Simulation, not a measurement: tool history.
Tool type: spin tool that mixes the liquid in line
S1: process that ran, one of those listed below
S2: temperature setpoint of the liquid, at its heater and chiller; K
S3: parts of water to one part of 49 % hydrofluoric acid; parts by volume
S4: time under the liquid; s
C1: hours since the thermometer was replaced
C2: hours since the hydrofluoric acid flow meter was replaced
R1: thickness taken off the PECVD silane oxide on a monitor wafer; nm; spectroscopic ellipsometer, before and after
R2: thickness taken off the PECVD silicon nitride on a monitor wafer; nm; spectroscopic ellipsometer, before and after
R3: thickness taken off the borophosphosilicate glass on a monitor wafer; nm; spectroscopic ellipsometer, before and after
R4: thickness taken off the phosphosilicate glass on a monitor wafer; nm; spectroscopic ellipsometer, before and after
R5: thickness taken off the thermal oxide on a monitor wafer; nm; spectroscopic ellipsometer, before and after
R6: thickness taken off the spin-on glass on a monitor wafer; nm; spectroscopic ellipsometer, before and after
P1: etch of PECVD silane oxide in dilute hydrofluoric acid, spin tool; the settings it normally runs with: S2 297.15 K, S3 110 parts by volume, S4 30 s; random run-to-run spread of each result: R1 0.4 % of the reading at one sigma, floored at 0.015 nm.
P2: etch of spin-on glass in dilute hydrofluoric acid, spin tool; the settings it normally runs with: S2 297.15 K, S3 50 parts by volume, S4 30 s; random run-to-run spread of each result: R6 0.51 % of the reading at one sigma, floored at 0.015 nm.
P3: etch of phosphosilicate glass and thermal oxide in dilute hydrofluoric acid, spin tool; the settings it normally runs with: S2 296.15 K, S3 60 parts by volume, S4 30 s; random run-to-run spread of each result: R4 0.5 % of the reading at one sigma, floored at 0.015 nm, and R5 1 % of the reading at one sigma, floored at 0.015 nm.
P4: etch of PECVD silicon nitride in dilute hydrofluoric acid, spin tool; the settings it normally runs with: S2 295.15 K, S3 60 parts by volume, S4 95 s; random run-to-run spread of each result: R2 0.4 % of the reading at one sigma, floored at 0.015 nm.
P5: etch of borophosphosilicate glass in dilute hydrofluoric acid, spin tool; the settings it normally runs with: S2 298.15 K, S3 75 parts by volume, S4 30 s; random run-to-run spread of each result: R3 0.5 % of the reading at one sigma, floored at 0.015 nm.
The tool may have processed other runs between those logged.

run,hour,S1,S2,S3,S4,C1,C2,R1,R2,R3,R4,R5,R6
1,12.7,P1,297.15,110,30,1700.1,1312.2,5.1455,,,,,
2,29.5,P4,295.15,60,165,1716.9,1329.0,,11.3050,,,,
3,42.6,P1,292.65,55,30,1730.0,1342.1,9.1285,,,,,
4,57.2,P5,298.15,75,55,1744.6,1356.7,,,48.014,,,
5,67.0,P3,290.15,60,30,1754.4,1366.5,,,,51.870,1.7347,
6,83.0,P3,296.15,60,65,1770.4,1382.5,,,,143.940,4.6969,
7,92.1,P1,297.15,165,30,1779.5,1391.6,3.2287,,,,,
8,107.8,P2,297.15,50,45,1795.2,1407.3,,,,,,42.898
9,124.6,P2,297.15,50,30,1812.0,1424.1,,,,,,28.500
10,139.8,P1,297.15,110,30,1827.2,1439.3,5.1805,,,,,
11,148.7,P1,297.15,60,30,1836.1,1448.2,10.0470,,,,,
12,161.0,P5,298.15,20,30,1848.4,1460.5,,,104.830,,,
13,170.2,P5,298.15,75,30,1857.6,1469.7,,,26.155,,,
14,183.4,P1,292.65,110,30,1870.8,1482.9,4.3317,,,,,
15,191.1,P1,297.15,110,30,1878.5,1490.6,5.2076,,,,,
16,205.1,P5,304.15,75,30,1892.5,1504.6,,,32.909,,,
17,219.6,P4,295.15,60,95,1907.0,1519.1,,6.5098,,,,
18,227.8,P3,296.15,95,30,1915.2,1527.3,,,,40.203,1.3157,
19,243.8,P1,297.15,110,30,1931.2,1543.3,5.1591,,,,,
20,253.0,P1,297.15,110,30,1940.4,1552.5,5.1544,,,,,
21,269.3,P2,293.15,50,30,1956.7,1568.8,,,,,,24.177
22,282.5,P2,297.15,50,30,1969.9,1582.0,,,,,,28.544
23,291.3,P1,304.65,110,30,1978.7,1590.8,6.8439,,,,,
24,306.2,P2,297.15,70,30,1993.6,1605.7,,,,,,20.020
25,323.5,P1,297.15,110,30,2010.9,1623.0,5.1524,,,,,
26,333.4,P4,295.15,100,95,2020.8,1632.9,,3.9572,,,,
27,345.7,P3,296.15,60,30,2033.1,1645.2,,,,66.580,2.1547,
28,356.5,P1,297.15,110,60,2043.9,1656.0,10.2770,,,,,
29,373.9,P4,302.15,60,95,2061.3,1673.4,,10.4330,,,,
30,391.2,P1,297.15,110,15,2078.6,1690.7,2.6071,,,,,
31,408.5,P1,297.15,110,30,2095.9,1708.0,5.1448,,,,,
32,418.8,P1,297.15,110,30,2106.2,1718.3,5.3636,,,,,
33,431.6,P1,297.15,110,30,2119.0,1731.1,5.4496,,,,,
34,443.2,P1,297.15,110,30,2130.6,1742.7,5.4519,,,,,
35,459.1,P1,297.15,110,30,2146.5,1758.6,5.5134,,,,,
36,470.8,P1,297.15,110,30,2158.2,1770.3,5.5820,,,,,
37,488.4,P1,297.15,110,30,2175.8,1787.9,5.5743,,,,,
38,503.1,P1,297.15,110,30,2190.5,1802.6,5.5862,,,,,
39,519.2,P1,297.15,110,30,2206.6,1818.7,5.5980,,,,,

What P1 gives has crept away from where it was. These 2 causes fit the log equally well, each at the size given:
A: hydrofluoric acid flow above the setpoint (%) = 7.4
B: liquid hotter than its thermometer reads (K) = 2.07
The gradual shift began around hour 408.5.

Each of the 4 check runs below uses one wafer; its results are left as question marks. Which run tells the causes apart?
check 1,535.3,P5,298.15,75,30,,,,,?,,,
check 2,535.3,P2,297.15,50,30,,,,,,,,?
check 3,535.3,P3,296.15,60,30,,,,,,?,?,
check 4,535.3,P4,295.15,60,95,,,,?,,,,

Expected result of each check under each candidate cause:
check,result,if A,if B
check 1,R3,28.173,28.283
check 2,R6,30.882,31.143
check 3,R4,71.956,72.526
check 3,R5,2.3473,2.3659
check 4,R2,7.0053,7.5150
Minimum pairwise separation of causes per check, each pair taken at its best-separating result: check 1 0.39 %; check 2 0.84 %; check 3 0.79 %; check 4 7.02 %
Check 4 tells the causes apart: in the others they would give nearly the same result.

Check 4 has now been run. It gave: R2 7.5888 nm. Which of the candidate causes is it?

B is the cause: liquid hotter than its thermometer reads (K).

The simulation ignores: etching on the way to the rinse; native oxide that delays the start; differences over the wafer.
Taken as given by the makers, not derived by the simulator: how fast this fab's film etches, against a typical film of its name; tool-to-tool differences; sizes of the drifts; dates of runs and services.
